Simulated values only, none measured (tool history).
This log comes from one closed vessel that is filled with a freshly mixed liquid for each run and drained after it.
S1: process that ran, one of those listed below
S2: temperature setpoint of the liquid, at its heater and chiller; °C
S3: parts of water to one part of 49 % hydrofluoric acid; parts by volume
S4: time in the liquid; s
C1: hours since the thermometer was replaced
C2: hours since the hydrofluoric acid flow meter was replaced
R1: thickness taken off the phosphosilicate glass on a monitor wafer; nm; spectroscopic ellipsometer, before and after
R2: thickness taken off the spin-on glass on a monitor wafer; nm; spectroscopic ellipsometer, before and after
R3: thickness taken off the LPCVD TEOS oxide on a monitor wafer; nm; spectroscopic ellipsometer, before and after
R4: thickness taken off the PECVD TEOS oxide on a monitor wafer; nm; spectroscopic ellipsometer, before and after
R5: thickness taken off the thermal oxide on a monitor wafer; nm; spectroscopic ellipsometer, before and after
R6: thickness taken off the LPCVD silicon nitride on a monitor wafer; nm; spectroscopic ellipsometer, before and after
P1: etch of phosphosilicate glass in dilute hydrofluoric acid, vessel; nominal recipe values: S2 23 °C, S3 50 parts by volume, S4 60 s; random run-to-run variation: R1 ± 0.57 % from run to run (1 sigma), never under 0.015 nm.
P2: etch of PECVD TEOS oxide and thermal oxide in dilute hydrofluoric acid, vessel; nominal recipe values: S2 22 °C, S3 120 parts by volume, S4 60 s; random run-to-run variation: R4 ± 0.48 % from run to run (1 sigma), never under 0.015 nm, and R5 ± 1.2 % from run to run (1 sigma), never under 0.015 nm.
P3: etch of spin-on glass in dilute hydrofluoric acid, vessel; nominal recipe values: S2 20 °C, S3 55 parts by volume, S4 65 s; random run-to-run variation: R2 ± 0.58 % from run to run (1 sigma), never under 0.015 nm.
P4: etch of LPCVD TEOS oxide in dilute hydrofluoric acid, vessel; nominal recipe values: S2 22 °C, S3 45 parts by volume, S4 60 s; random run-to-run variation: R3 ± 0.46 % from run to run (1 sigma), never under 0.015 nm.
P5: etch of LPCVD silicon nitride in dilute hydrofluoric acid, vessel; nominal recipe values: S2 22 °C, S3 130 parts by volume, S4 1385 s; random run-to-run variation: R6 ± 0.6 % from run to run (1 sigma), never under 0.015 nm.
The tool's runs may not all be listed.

Run 1, hour 11.3: S1 P1, S2 23 °C, S3 50 parts by volume, S4 60 s; C1 572.8; C2 1514.6. Result: R1 186.24 nm.
Run 2, hour 22.3: S1 P3, S2 25 °C, S3 55 parts by volume, S4 65 s; C1 583.8; C2 1525.6. Result: R2 50.327 nm.
Run 3, hour 34.4: S1 P1, S2 23 °C, S3 50 parts by volume, S4 60 s; C1 595.9; C2 1537.7. Result: R1 185.38 nm.
Run 4, hour 42.8: S1 P4, S2 22 °C, S3 45 parts by volume, S4 110 s; C1 604.3; C2 1546.1. Result: R3 45.606 nm.
Run 5, hour 54.5: S1 P1, S2 23 °C, S3 50 parts by volume, S4 60 s; C1 616; C2 1557.8. Result: R1 185.44 nm.
Run 6, hour 68.1: S1 P1, S2 17 °C, S3 50 parts by volume, S4 110 s; C1 629.6; C2 1571.4. Result: R1 261.96 nm.
Run 7, hour 76.7: S1 P2, S2 29.5 °C, S3 120 parts by volume, S4 60 s; C1 638.2; C2 1580. Result: R4 11.92 nm, R5 2.9562 nm.
Run 8, hour 90.7: S1 P2, S2 22 °C, S3 170 parts by volume, S4 60 s; C1 652.2; C2 1594. Result: R4 5.908 nm, R5 1.4651 nm.
Run 9, hour 99.5: S1 P1, S2 23 °C, S3 50 parts by volume, S4 60 s; C1 661; C2 1602.8. Result: R1 185.73 nm.
Run 10, hour 109.6: S1 P2, S2 22 °C, S3 120 parts by volume, S4 60 s; C1 671.1; C2 1612.9. Result: R4 8.8021 nm, R5 2.2425 nm.
Run 11, hour 120: S1 P1, S2 23 °C, S3 50 parts by volume, S4 30 s; C1 681.5; C2 1623.3. Result: R1 91.791 nm.
Run 12, hour 130.7: S1 P5, S2 22 °C, S3 130 parts by volume, S4 355 s; C1 692.2; C2 1634. Result: R6 1.2222 nm.
Run 13, hour 137: S1 P5, S2 22 °C, S3 180 parts by volume, S4 1385 s; C1 698.5; C2 1640.3. Result: R6 3.4644 nm.
Run 14, hour 145.1: S1 P1, S2 23 °C, S3 20 parts by volume, S4 60 s; C1 706.6; C2 1648.4. Result: R1 477.38 nm.
Run 15, hour 153.5: S1 P4, S2 22 °C, S3 20 parts by volume, S4 60 s; C1 715; C2 1656.8. Result: R3 58.313 nm.
Run 16, hour 160: S1 P4, S2 22 °C, S3 45 parts by volume, S4 60 s; C1 721.5; C2 1663.3. Result: R3 24.682 nm.
Run 17, hour 172: S1 P5, S2 22 °C, S3 130 parts by volume, S4 1385 s; C1 733.5; C2 1675.3. Result: R6 4.7886 nm.
Run 18, hour 185.1: S1 P1, S2 23 °C, S3 70 parts by volume, S4 60 s; C1 746.6; C2 1688.4. Result: R1 129.71 nm.
Run 19, hour 199.2: S1 P4, S2 30 °C, S3 45 parts by volume, S4 60 s; C1 760.7; C2 1702.5. Result: R3 34.454 nm.
Run 20, hour 209.1: S1 P1, S2 17 °C, S3 50 parts by volume, S4 60 s; C1 770.6; C2 1712.4. Result: R1 143.37 nm.
Run 21, hour 215.8: S1 P1, S2 23 °C, S3 70 parts by volume, S4 105 s; C1 777.3; C2 1719.1. Result: R1 226.01 nm.
Run 22, hour 228.3: S1 P1, S2 27.5 °C, S3 70 parts by volume, S4 60 s; C1 789.8; C2 1731.6. Result: R1 153.89 nm.
Run 23, hour 235.7: S1 P1, S2 23 °C, S3 50 parts by volume, S4 60 s; C1 797.2; C2 1739. Result: R1 183.95 nm.
Run 24, hour 242.8: S1 P1, S2 23 °C, S3 50 parts by volume, S4 115 s; C1 804.3; C2 1746.1. Result: R1 352.9 nm.
Run 25, hour 254.6: S1 P3, S2 20 °C, S3 55 parts by volume, S4 65 s; C1 816.1; C2 1757.9. Result: R2 41.441 nm.
Run 26, hour 266: S1 P3, S2 20 °C, S3 55 parts by volume, S4 30 s; C1 827.5; C2 1769.3. Result: R2 19.178 nm.
Run 27, hour 273.3: S1 P1, S2 23 °C, S3 50 parts by volume, S4 60 s; C1 834.8; C2 1776.6. Result: R1 183.52 nm.
Run 28, hour 287.7: S1 P3, S2 20 °C, S3 30 parts by volume, S4 65 s; C1 849.2; C2 1791. Result: R2 78.628 nm.
Run 29, hour 296: S1 P2, S2 22 °C, S3 120 parts by volume, S4 110 s; C1 857.5; C2 1799.3. Result: R4 16.321 nm, R5 4.1725 nm.
Run 30, hour 304.2: S1 P5, S2 29.5 °C, S3 130 parts by volume, S4 1385 s; C1 865.7; C2 1807.5. Result: R6 7.6885 nm.
Run 31, hour 318: S1 P1, S2 23 °C, S3 50 parts by volume, S4 60 s; C1 879.5; C2 1821.3. Result: R1 184.59 nm.
Run 32, hour 324.5: S1 P2, S2 22 °C, S3 120 parts by volume, S4 60 s; C1 886; C2 1827.8. Result: R4 8.8847 nm, R5 2.2357 nm.
Run 33, hour 337.8: S1 P1, S2 27.5 °C, S3 50 parts by volume, S4 60 s; C1 899.3; C2 1841.1. Result: R1 224.59 nm.
Run 34, hour 350.6: S1 P1, S2 23 °C, S3 50 parts by volume, S4 60 s; C1 912.1; C2 1853.9. Result: R1 184.53 nm.
Run 35, hour 361.4: S1 P1, S2 23 °C, S3 50 parts by volume, S4 60 s; C1 922.9; C2 1864.7. Result: R1 174.03 nm.
Run 36, hour 369.6: S1 P1, S2 23 °C, S3 50 parts by volume, S4 60 s; C1 931.1; C2 1872.9. Result: R1 173.26 nm.
Run 37, hour 376.2: S1 P1, S2 23 °C, S3 50 parts by volume, S4 60 s; C1 937.7; C2 1879.5. Result: R1 172.07 nm.
Run 38, hour 384.8: S1 P1, S2 23 °C, S3 50 parts by volume, S4 60 s; C1 946.3; C2 1888.1. Result: R1 172.23 nm.
Run 39, hour 398.7: S1 P1, S2 23 °C, S3 50 parts by volume, S4 60 s; C1 960.2; C2 1902. Result: R1 169.69 nm.
Run 40, hour 407.5: S1 P1, S2 23 °C, S3 50 parts by volume, S4 60 s; C1 969; C2 1910.8. Result: R1 168.73 nm.

P1 has crept away from where it was. The log is fitted equally well by each of these 2 causes, at the sizes shown:
A: liquid colder than its thermometer reads (K) = 2.04
B: hydrofluoric acid flow below the setpoint (%) = 7.66
Creep in the process output first set in at about hour 350.6.

Question marks stand in for the results of the 4 check runs listed below, each run on one wafer. Under which run would the listed causes show clearly different results?
Run check 1, hour 416.3: S1 P4, S2 22 °C, S3 45 parts by volume, S4 60 s. Result: R3 ?.
Run check 2, hour 416.3: S1 P5, S2 22 °C, S3 130 parts by volume, S4 1385 s. Result: R6 ?.
Run check 3, hour 416.3: S1 P3, S2 20 °C, S3 55 parts by volume, S4 65 s. Result: R2 ?.
Run check 4, hour 416.3: S1 P2, S2 22 °C, S3 120 parts by volume, S4 60 s. Result: R4 ?, R5 ?.

Predicted outcomes, by check and by cause:
  check  result    if A    if B
check 1      R3  22.774  22.818
check 2      R6  4.1742  4.4233
check 3      R2   38.04  38.115
check 4      R4  8.1628  8.0903
check 4      R5  2.0683  2.0499
How far apart the two closest causes lie, in the result that separates them most: check 1 0.19 %; check 2 5.8 %; check 3 0.2 %; check 4 0.89 %
Check 2 tells the causes apart: in the others they would give nearly the same result.

Here is what check 2 returned: R6 4.1791 nm. Which cause is it?

It was cause A: liquid colder than its thermometer reads (K).
